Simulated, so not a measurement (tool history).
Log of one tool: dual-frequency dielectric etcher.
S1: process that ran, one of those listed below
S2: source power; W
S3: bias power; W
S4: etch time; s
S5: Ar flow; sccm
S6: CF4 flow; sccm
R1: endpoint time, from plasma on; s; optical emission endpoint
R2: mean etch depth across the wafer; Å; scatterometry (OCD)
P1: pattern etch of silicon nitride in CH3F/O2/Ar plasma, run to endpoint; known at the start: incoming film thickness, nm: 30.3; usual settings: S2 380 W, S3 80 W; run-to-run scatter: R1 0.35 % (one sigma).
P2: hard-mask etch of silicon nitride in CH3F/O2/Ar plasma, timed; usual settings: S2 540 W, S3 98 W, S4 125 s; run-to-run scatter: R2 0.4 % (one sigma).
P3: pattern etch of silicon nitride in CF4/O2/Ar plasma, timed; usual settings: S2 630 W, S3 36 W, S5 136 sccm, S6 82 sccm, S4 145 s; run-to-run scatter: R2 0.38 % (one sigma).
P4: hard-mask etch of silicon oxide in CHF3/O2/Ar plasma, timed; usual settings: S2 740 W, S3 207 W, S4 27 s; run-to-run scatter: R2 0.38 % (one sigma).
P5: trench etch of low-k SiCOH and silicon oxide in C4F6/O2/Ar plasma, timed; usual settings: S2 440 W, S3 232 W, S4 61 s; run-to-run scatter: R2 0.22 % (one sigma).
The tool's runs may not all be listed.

run	hour	S1	S2	S3	S4	S5	S6	R1	R2
1	5	P1	380	80				43.643	
2	11.1	P2	540	98	125				1034.7
3	17.7	P1	380	80				43.519	
4	25.5	P1	280	52				56.581	
5	32.1	P5	330	232	61				2040.4
6	38.3	P1	260	80				50.513	
7	45.4	P1	530	80				38.426	
8	53	P4	920	207	27				665.09
9	59.9	P1	380	80				43.589	
10	66.9	P3	630	36	145	136	82		2756.4
11	75.2	P5	440	303	61				2488
12	83.8	P1	230	97				48.913	
13	89	P1	450	105				37.108	
14	94.5	P3	410	36	145	136	82		1877.2
15	99.1	P4	740	207	39				881.36
16	107.7	P2	540	133	125				1160.8
17	114.6	P2	540	98	69				570.13
18	119.4	P3	630	36	145	181	82		2600.4
19	128.2	P4	740	207	27				614.98
20	134	P5	440	232	61				2276.9
21	142	P1	380	50				50.99	
22	147.4	P3	630	21	145	136	82		2283.7
23	155.6	P1	380	80				43.455	
24	163.5	P5	440	232	90				3356
25	170.2	P3	630	36	145	136	97		2810.1
26	175.1	P3	630	36	80	136	82		1504
27	180.7	P2	320	98	125				847
28	188.9	P2	540	98	125				1030.7
29	197	P1	380	80				43.672	
30	202.6	P1	380	96				40.889	
31	210.3	P4	740	140	27				539.55
32	217.8	P1	380	80				43.824	
33	226.5	P1	380	80				43.891	
34	234.4	P1	380	80				44.198	
# hour 239: wet clean of the chamber
35	243.2	P1	380	80				44.221	
36	248.3	P1	380	80				44.382	
37	254.7	P1	380	80				44.168	
38	261	P1	380	80				44.286	
39	268.6	P1	380	80				44.475	
40	274.8	P1	380	80				44.271	

What P1 gives has crept away from where it was. These 2 causes fit the log equally well, each at the size given:
A: bias power that arrives under what is set, % = 4.92
B: source power that arrives under what is set, % = 4.58
The creep began at about hour 217.8.
Why every other cause is out:
chamber walls in a state that lowers the etch rate, %: serviced at hour 239, which brought nothing back

4 check runs are offered, each on 2 wafers whose results are averaged, their results left as question marks. Which one tells the causes apart?
check 1	281	P4	740	167	39				?
check 2	281	P3	420	24	145	136	82		?
check 3	281	P5	440	281	79				?
check 4	281	P2	540	122	69				?

What each check would give under each cause:
check	result	if A	if B
check 1	R2	811.28	809.88
check 2	R2	1629.6	1590.9
check 3	R2	3085.6	3083.7
check 4	R2	606.51	607.38
How far apart the two closest causes lie, in the result that separates them most: check 1 0.17 %; check 2 2.41 %; check 3 0.06 %; check 4 0.14 %
Check 2 tells the causes apart: in the others they would give nearly the same result.

Then check 2 was run and gave: R2 1631.3 Å. Which cause is it?

It is A: bias power that arrives under what is set, %.
